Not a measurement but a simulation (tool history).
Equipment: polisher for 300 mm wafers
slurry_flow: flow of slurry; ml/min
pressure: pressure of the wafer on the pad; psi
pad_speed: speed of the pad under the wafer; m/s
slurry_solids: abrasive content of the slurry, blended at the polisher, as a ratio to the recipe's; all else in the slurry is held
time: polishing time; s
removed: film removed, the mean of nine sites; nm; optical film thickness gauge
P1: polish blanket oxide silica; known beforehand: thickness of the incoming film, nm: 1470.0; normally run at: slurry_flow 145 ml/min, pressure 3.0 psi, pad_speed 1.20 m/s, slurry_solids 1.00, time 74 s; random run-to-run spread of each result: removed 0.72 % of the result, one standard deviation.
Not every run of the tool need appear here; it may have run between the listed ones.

run   hour  slurry_flow  pressure  pad_speed  slurry_solids  time  wafers polished on this pad  hours since the slurry nozzle was cleaned  hours since the head pressure was calibrated  hours since the slurry blender was calibrated  hours since the conditioning disc was replaced  removed
  1    8.0          145       3.0       1.20           1.00    74                          872                                      114.6                                         256.8                                           28.3                                           156.6  181.630
  2   13.7          145       3.0       1.20           1.00    74                          933                                      120.3                                         262.5                                           34.0                                           162.3  183.130
  3   18.8          145       3.0       1.20           1.00    74                          988                                      125.4                                         267.6                                           39.1                                           167.4  182.290
  4   25.0          145       3.0       1.20           1.50    74                         1055                                      131.6                                         273.8                                           45.3                                           173.6  215.400
  5   34.7          145       3.0       1.20           0.60    74                         1159                                      141.3                                         283.5                                           55.0                                           183.3  140.180
  6   43.6          145       4.2       1.20           1.00    74                         1255                                      150.2                                         292.4                                           63.9                                           192.2  253.250
      43.7  -- head pressure recalibrated
  7   50.5          145       3.0       0.82           1.00    74                         1329                                      157.1                                           6.9                                           70.8                                           199.1  133.960
  8   57.5          145       3.0       1.20           1.00    37                         1404                                      164.1                                          13.9                                           77.8                                           206.1   91.573
  9   63.5          145       3.0       1.20           1.00    74                         1469                                      170.1                                          19.9                                           83.8                                           212.1  181.170
 10   69.1          145       3.0       1.74           1.00    74                         1529                                      175.7                                          25.5                                           89.4                                           217.7  243.170
 11   76.2          145       3.0       1.20           1.00    74                         1605                                      182.8                                          32.6                                           96.5                                           224.8  181.210
 12   84.6           85       3.0       1.20           1.00    74                         1695                                      191.2                                          41.0                                          104.9                                           233.2  161.180
 13   93.9          220       3.0       1.20           1.00    74                         1795                                      200.5                                          50.3                                          114.2                                           242.5  192.260
 14   98.8           85       3.0       1.20           1.35    74                         1848                                      205.4                                          55.2                                          119.1                                           247.4  181.160
 15  107.7          145       3.0       1.20           1.00   117                         1944                                      214.3                                          64.1                                          128.0                                           256.3  287.890
 16  115.3           85       3.0       0.66           1.00    74                         2025                                      221.9                                          71.7                                          135.6                                           263.9  100.240
 17  124.0          145       2.1       1.20           1.00    74                         2119                                      230.6                                          80.4                                          144.3                                           272.6  127.450
 18  130.3          145       3.0       1.20           1.00    74                         2186                                      236.9                                          86.7                                          150.6                                           278.9  182.570
 19  134.6          145       3.0       1.20           1.00    74                         2233                                      241.2                                          91.0                                          154.9                                           283.2  174.930
 20  142.6          145       3.0       1.20           1.00    74                         2319                                      249.2                                          99.0                                          162.9                                           291.2  169.740
 21  148.4          145       3.0       1.20           1.00    74                         2381                                      255.0                                         104.8                                          168.7                                           297.0  165.690
 22  152.9          145       3.0       1.20           1.00    74                         2429                                      259.5                                         109.3                                          173.2                                           301.5  163.470
     155.4  -- worn pad replaced by a new one
 23  162.5          145       3.0       1.20           1.00    74                           76                                      269.1                                         118.9                                          182.8                                           311.1  161.880
 24  167.9          145       3.0       1.20           1.00    74                          134                                      274.5                                         124.3                                          188.2                                           316.5  163.040
     168.9  -- conditioning disc replaced and pad reconditioned
     169.8  -- slurry nozzle cleaned
 25  177.5          145       3.0       1.20           1.00    74                          237                                        7.7                                         133.9                                          197.8                                             8.7  161.150
 26  182.8          145       3.0       1.20           1.00    74                          294                                       13.0                                         139.2                                          203.1                                            14.0  161.530
 27  189.5          145       3.0       1.20           1.00    74                          366                                       19.7                                         145.9                                          209.8                                            20.7  158.890

Something has made what P1 gives creep away from where it was; the 2 causes below, each at its own stated size, fit the log equally well:
A: head's pressure below its setpoint, % = 11.5
B: abrasive missing from the slurry, % = 22.2
The process output started creeping at around hour 130.3.
Ruled out, with reasons:
removal rate lost through wear of the pad, %: serviced at hour 155.4, after the drift had started, without restoring the earlier output
slurry flow missing at the pad, %: serviced at hour 169.8, after the drift had started, without restoring the earlier output
time polished since the conditioner stopped cutting, s: serviced at hour 168.9, after the drift had started, without restoring the earlier output

Below are 4 check runs, each averaged over 5 wafers, with their results shown as question marks. Which of them would give clearly different results depending on which cause is behind the drift?
check 1  196.2          145       3.8       1.20           1.00   115                                                                                                                                                                                                                             ?
check 2  196.2           90       3.0       1.20           1.00    74                                                                                                                                                                                                                             ?
check 3  196.2          145       3.0       1.20           0.65    45                                                                                                                                                                                                                             ?
check 4  196.2          145       4.0       1.20           1.00    74                                                                                                                                                                                                                             ?

How each check would come out, cause by cause:
  check   result     if A     if B
check 1  removed  316.400  316.470
check 2  removed  144.520  144.550
check 3  removed   78.525   76.470
check 4  removed  214.310  214.360
Separation of the two closest causes in each check, using whichever result separates them best: check 1 0.02 %; check 2 0.02 %; check 3 2.65 %; check 4 0.02 %
Check 3 is the one run that separates the causes; every other check would come out nearly the same whichever cause is at work.

Check 3 was carried out, with these results: removed 76.641 nm. Which of the listed causes is responsible?

B is the cause: abrasive missing from the slurry, %.
